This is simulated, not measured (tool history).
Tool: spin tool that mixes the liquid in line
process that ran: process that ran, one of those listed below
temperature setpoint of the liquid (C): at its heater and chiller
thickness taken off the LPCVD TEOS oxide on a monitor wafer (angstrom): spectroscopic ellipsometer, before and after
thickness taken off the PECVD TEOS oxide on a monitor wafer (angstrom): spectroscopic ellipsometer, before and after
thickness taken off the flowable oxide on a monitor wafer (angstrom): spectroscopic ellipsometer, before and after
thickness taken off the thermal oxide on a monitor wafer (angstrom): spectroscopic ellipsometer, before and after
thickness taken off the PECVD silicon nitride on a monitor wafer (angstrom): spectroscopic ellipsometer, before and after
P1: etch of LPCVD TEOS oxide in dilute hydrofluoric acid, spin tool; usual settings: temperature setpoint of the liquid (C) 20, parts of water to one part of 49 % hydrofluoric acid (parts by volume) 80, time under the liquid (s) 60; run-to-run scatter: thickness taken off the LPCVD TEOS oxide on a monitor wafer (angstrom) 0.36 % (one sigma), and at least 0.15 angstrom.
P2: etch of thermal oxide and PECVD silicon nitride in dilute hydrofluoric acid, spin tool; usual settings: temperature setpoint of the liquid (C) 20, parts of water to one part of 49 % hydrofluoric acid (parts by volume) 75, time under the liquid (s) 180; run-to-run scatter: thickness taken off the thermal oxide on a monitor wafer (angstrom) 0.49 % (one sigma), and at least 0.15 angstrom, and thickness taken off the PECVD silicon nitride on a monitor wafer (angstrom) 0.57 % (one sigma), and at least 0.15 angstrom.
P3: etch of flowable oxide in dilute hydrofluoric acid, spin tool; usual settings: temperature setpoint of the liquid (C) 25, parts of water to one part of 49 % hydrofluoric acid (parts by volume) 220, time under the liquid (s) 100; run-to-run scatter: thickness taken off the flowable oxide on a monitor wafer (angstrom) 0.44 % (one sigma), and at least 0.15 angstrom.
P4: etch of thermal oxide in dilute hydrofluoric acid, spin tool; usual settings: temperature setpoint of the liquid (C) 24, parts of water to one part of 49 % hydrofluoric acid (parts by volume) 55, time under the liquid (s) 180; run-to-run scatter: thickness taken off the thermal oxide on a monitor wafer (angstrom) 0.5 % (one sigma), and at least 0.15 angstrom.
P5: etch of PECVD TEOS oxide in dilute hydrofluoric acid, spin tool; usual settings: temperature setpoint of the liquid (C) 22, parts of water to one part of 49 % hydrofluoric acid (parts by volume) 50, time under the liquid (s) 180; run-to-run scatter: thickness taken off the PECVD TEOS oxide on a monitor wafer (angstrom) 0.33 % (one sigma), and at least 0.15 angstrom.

run,hour,process that ran,temperature setpoint of the liquid (C),parts of water to one part of 49 % hydrofluoric acid (parts by volume),time under the liquid (s),hours since the thermometer was replaced,hours since the hydrofluoric acid flow meter was replaced,thickness taken off the LPCVD TEOS oxide on a monitor wafer (angstrom),thickness taken off the PECVD TEOS oxide on a monitor wafer (angstrom),thickness taken off the flowable oxide on a monitor wafer (angstrom),thickness taken off the thermal oxide on a monitor wafer (angstrom),thickness taken off the PECVD silicon nitride on a monitor wafer (angstrom)
1,3.7,P1,20,80,60,800.8,447.5,232.18,,,,
2,12.1,P5,22,20,180,809.2,455.9,,838,,,
3,17.7,P3,25,220,15,814.8,461.5,,,16.855,,
4,21.5,P3,25,220,100,818.6,465.3,,,112.26,,
5,26.2,P5,22,50,20,823.3,470,,35.906,,,
6,34.7,P1,20,80,60,831.8,478.5,232.24,,,,
7,43,P3,25,90,100,840.1,486.8,,,321.74,,
8,50.2,P1,20,80,15,847.3,494,58.141,,,,
9,54.5,P1,20,80,60,851.6,498.3,234.13,,,,
10,58.3,P2,26.5,75,180,855.4,502.1,,,,122.78,164.43
11,66.6,P1,23.5,80,115,863.7,510.4,519,,,,
12,70.5,P1,20,45,60,867.6,514.3,432.39,,,,
13,79,P1,20,80,100,876.1,522.8,388.55,,,,
14,83.1,P1,20,80,60,880.2,526.9,233.05,,,,
15,89.5,P4,24,55,265,886.6,533.3,,,,243.98,
16,93.6,P4,24,55,180,890.7,537.4,,,,164.31,
17,97.4,P5,22,50,180,894.5,541.2,,323.73,,,
18,104.6,P4,24,95,180,901.7,548.4,,,,91.593,
19,113.1,P1,20,115,60,910.2,556.9,156.68,,,,
20,117.4,P1,20,80,60,914.5,561.2,232.5,,,,
21,125.5,P5,22,50,180,922.6,569.3,,322.71,,,
# hour 130.6: thermometer replaced
22,132.4,P1,20,80,60,1.8,576.2,232.69,,,,
23,140.8,P5,29,50,180,10.2,584.6,,432.15,,,
24,148.4,P1,17,80,60,17.8,592.2,207.09,,,,
25,153.9,P2,20,75,15,23.3,597.7,,,,7.808,8.9422
26,159.4,P1,25.5,80,60,28.8,603.2,292.21,,,,
27,165.3,P3,19.5,220,100,34.7,609.1,,,91.812,,
28,172.9,P2,20,75,180,42.3,616.7,,,,95.794,106.54
29,178.6,P2,20,25,180,48,622.4,,,,304.31,309.61
30,186.4,P4,17,55,180,55.8,630.2,,,,123.25,
31,191.5,P1,20,80,60,60.9,635.3,233.16,,,,
32,198.7,P1,20,80,60,68.1,642.5,241.17,,,,
33,206.8,P1,20,80,60,76.2,650.6,246.32,,,,
34,212.3,P1,20,80,60,81.7,656.1,246.2,,,,
35,220.5,P1,20,80,60,89.9,664.3,249.72,,,,
36,228.8,P1,20,80,60,98.2,672.6,250.3,,,,
37,235.8,P1,20,80,60,105.2,679.6,249.91,,,,
38,240.6,P1,20,80,60,110,684.4,249.8,,,,

What P1 gives has crept away from where it was. These 2 causes fit the log equally well, each at the size given:
A: liquid hotter than its thermometer reads (K) = 1.78
B: hydrofluoric acid flow above the setpoint (%) = 6.96
The creep began at about hour 191.5.

4 check runs are offered, one wafer each, their results left as question marks. Which one tells the causes apart?
check 1,245.4,P2,20,30,70,,,,,,?,?
check 2,245.4,P4,19.5,95,180,,,,,,?,
check 3,245.4,P5,22,20,55,,,,?,,,
check 4,245.4,P3,25,110,45,,,,,?,,

What each check would give under each cause:
check,result,if A,if B
check 1,thickness taken off the thermal oxide on a monitor wafer (angstrom),104.98,104.28
check 1,thickness taken off the PECVD silicon nitride on a monitor wafer (angstrom),114.29,107.71
check 2,thickness taken off the thermal oxide on a monitor wafer (angstrom),81.382,81.47
check 3,thickness taken off the PECVD TEOS oxide on a monitor wafer (angstrom),277.63,275.73
check 4,thickness taken off the flowable oxide on a monitor wafer (angstrom),122.95,123.87
How far apart the two closest causes lie, in the result that separates them most: check 1 5.94 %; check 2 0.11 %; check 3 0.69 %; check 4 0.74 %
Only check 1 tells the causes apart: in the others they would give nearly the same result.

Check 1 was then run and gave: thickness taken off the thermal oxide on a monitor wafer (angstrom) 104.39; thickness taken off the PECVD silicon nitride on a monitor wafer (angstrom) 113.69. Which cause is it?

It is A: liquid hotter than its thermometer reads (K).

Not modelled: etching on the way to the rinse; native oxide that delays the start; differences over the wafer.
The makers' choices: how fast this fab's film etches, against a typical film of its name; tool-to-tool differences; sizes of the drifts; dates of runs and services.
